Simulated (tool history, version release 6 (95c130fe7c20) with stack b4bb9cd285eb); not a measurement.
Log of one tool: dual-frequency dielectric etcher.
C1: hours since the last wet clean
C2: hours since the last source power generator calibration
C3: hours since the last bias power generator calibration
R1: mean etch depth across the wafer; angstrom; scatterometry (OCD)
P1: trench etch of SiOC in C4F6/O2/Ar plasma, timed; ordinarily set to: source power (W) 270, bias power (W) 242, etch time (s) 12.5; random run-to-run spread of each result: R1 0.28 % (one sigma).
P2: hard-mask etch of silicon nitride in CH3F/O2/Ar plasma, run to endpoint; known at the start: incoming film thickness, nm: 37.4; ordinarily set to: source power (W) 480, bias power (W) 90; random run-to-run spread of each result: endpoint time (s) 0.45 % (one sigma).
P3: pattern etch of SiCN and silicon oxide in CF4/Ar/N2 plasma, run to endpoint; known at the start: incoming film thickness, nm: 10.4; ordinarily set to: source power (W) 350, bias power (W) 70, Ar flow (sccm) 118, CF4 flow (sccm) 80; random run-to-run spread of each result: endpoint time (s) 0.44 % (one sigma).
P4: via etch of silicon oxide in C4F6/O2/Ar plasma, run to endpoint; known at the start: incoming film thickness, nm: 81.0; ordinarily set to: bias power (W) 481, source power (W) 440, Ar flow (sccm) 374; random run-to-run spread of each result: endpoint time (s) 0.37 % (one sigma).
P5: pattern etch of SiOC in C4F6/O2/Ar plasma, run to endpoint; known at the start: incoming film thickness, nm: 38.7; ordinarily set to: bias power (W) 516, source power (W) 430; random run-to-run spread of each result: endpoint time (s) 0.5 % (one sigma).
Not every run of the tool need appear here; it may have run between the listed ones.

run 1 day=0.221 | process_that_ran=P1 source_power_(W)=270 bias_power_(W)=242 etch_time_(s)=12.5 | C1=344.9 C2=1018.4 C3=3350.4 | R1=245.19
run 2 day=0.379 | process_that_ran=P4 source_power_(W)=440 bias_power_(W)=481 Ar_flow_(sccm)=374 | C1=348.7 C2=1022.2 C3=3354.2 | endpoint_time_(s)=18.115
run 3 day=0.504 | process_that_ran=P1 source_power_(W)=270 bias_power_(W)=242 etch_time_(s)=12.5 | C1=351.7 C2=1025.2 C3=3357.2 | R1=245.63
run 4 day=0.775 | process_that_ran=P1 source_power_(W)=270 bias_power_(W)=302 etch_time_(s)=7 | C1=358.2 C2=1031.7 C3=3363.7 | R1=148.8
run 5 day=0.962 | process_that_ran=P1 source_power_(W)=270 bias_power_(W)=242 etch_time_(s)=12.5 | C1=362.7 C2=1036.2 C3=3368.2 | R1=245.83
run 6 day=1.221 | process_that_ran=P1 source_power_(W)=270 bias_power_(W)=242 etch_time_(s)=7.5 | C1=368.9 C2=1042.4 C3=3374.4 | R1=147.31
run 7 day=1.362 | process_that_ran=P4 source_power_(W)=440 bias_power_(W)=481 Ar_flow_(sccm)=374 | C1=372.3 C2=1045.8 C3=3377.8 | endpoint_time_(s)=18.012
run 8 day=1.504 | process_that_ran=P4 source_power_(W)=440 bias_power_(W)=481 Ar_flow_(sccm)=294 | C1=375.7 C2=1049.2 C3=3381.2 | endpoint_time_(s)=17.492
run 9 day=1.7 | process_that_ran=P3 source_power_(W)=350 bias_power_(W)=70 Ar_flow_(sccm)=118 CF4_flow_(sccm)=50 | C1=380.4 C2=1053.9 C3=3385.9 | endpoint_time_(s)=16.163
run 10 day=1.821 | process_that_ran=P3 source_power_(W)=450 bias_power_(W)=70 Ar_flow_(sccm)=118 CF4_flow_(sccm)=80 | C1=383.3 C2=1056.8 C3=3388.8 | endpoint_time_(s)=11.985
run 11 day=1.996 | process_that_ran=P1 source_power_(W)=270 bias_power_(W)=156 etch_time_(s)=7 | C1=387.5 C2=1061 C3=3393 | R1=119.15
run 12 day=2.212 | process_that_ran=P2 source_power_(W)=290 bias_power_(W)=90 | C1=392.7 C2=1066.2 C3=3398.2 | endpoint_time_(s)=58.781
run 13 day=2.479 | process_that_ran=P4 source_power_(W)=600 bias_power_(W)=481 Ar_flow_(sccm)=374 | C1=399.1 C2=1072.6 C3=3404.6 | endpoint_time_(s)=16.109
run 14 day=2.683 | process_that_ran=P5 source_power_(W)=430 bias_power_(W)=516 | C1=404 C2=1077.5 C3=3409.5 | endpoint_time_(s)=12.374
run 15 day=2.912 | process_that_ran=P1 source_power_(W)=270 bias_power_(W)=186 etch_time_(s)=12.5 | C1=409.5 C2=1083 C3=3415 | R1=225.62
run 16 day=3.05 | process_that_ran=P1 source_power_(W)=320 bias_power_(W)=242 etch_time_(s)=12.5 | C1=412.8 C2=1086.3 C3=3418.3 | R1=262.42
run 17 day=3.25 | process_that_ran=P2 source_power_(W)=480 bias_power_(W)=90 | C1=417.6 C2=1091.1 C3=3423.1 | endpoint_time_(s)=48.077
run 18 day=3.446 | process_that_ran=P1 source_power_(W)=160 bias_power_(W)=242 etch_time_(s)=12.5 | C1=422.3 C2=1095.8 C3=3427.8 | R1=201.49
run 19 day=3.688 | process_that_ran=P5 source_power_(W)=430 bias_power_(W)=516 | C1=428.1 C2=1101.6 C3=3433.6 | endpoint_time_(s)=12.482
run 20 day=3.95 | process_that_ran=P3 source_power_(W)=350 bias_power_(W)=70 Ar_flow_(sccm)=118 CF4_flow_(sccm)=80 | C1=434.4 C2=1107.9 C3=3439.9 | endpoint_time_(s)=14.98
run 21 day=4.1 | process_that_ran=P5 source_power_(W)=560 bias_power_(W)=516 | C1=438 C2=1111.5 C3=3443.5 | endpoint_time_(s)=11.356
run 22 day=4.225 | process_that_ran=P1 source_power_(W)=270 bias_power_(W)=242 etch_time_(s)=18.5 | C1=441 C2=1114.5 C3=3446.5 | R1=363.42
run 23 day=4.442 | process_that_ran=P1 source_power_(W)=270 bias_power_(W)=305 etch_time_(s)=12.5 | C1=446.2 C2=1119.7 C3=3451.7 | R1=266.85
run 24 day=4.65 | process_that_ran=P1 source_power_(W)=270 bias_power_(W)=242 etch_time_(s)=12.5 | C1=451.2 C2=1124.7 C3=3456.7 | R1=246.12
-- day=4.704 wet clean of the chamber
run 25 day=4.9 | process_that_ran=P5 source_power_(W)=430 bias_power_(W)=300 | C1=4.8 C2=1130.7 C3=3462.7 | endpoint_time_(s)=15.083
run 26 day=5.079 | process_that_ran=P3 source_power_(W)=350 bias_power_(W)=70 Ar_flow_(sccm)=141 CF4_flow_(sccm)=80 | C1=9.1 C2=1135 C3=3467 | endpoint_time_(s)=15.507
run 27 day=5.35 | process_that_ran=P2 source_power_(W)=480 bias_power_(W)=61 | C1=15.6 C2=1141.5 C3=3473.5 | endpoint_time_(s)=55.466
run 28 day=5.604 | process_that_ran=P3 source_power_(W)=350 bias_power_(W)=70 Ar_flow_(sccm)=118 CF4_flow_(sccm)=80 | C1=21.7 C2=1147.6 C3=3479.6 | endpoint_time_(s)=14.962
run 29 day=5.862 | process_that_ran=P4 source_power_(W)=440 bias_power_(W)=672 Ar_flow_(sccm)=374 | C1=27.9 C2=1153.8 C3=3485.8 | endpoint_time_(s)=15.835

Run 30 is up next; what results do you expect?
run 30 day=6.121 | process_that_ran=P3 source_power_(W)=350 bias_power_(W)=42 Ar_flow_(sccm)=118 CF4_flow_(sccm)=80 | C1=34.1 C2=1160 C3=3492 | endpoint_time_(s)=?

{"run 30": {"endpoint time (s)": 17.65}}
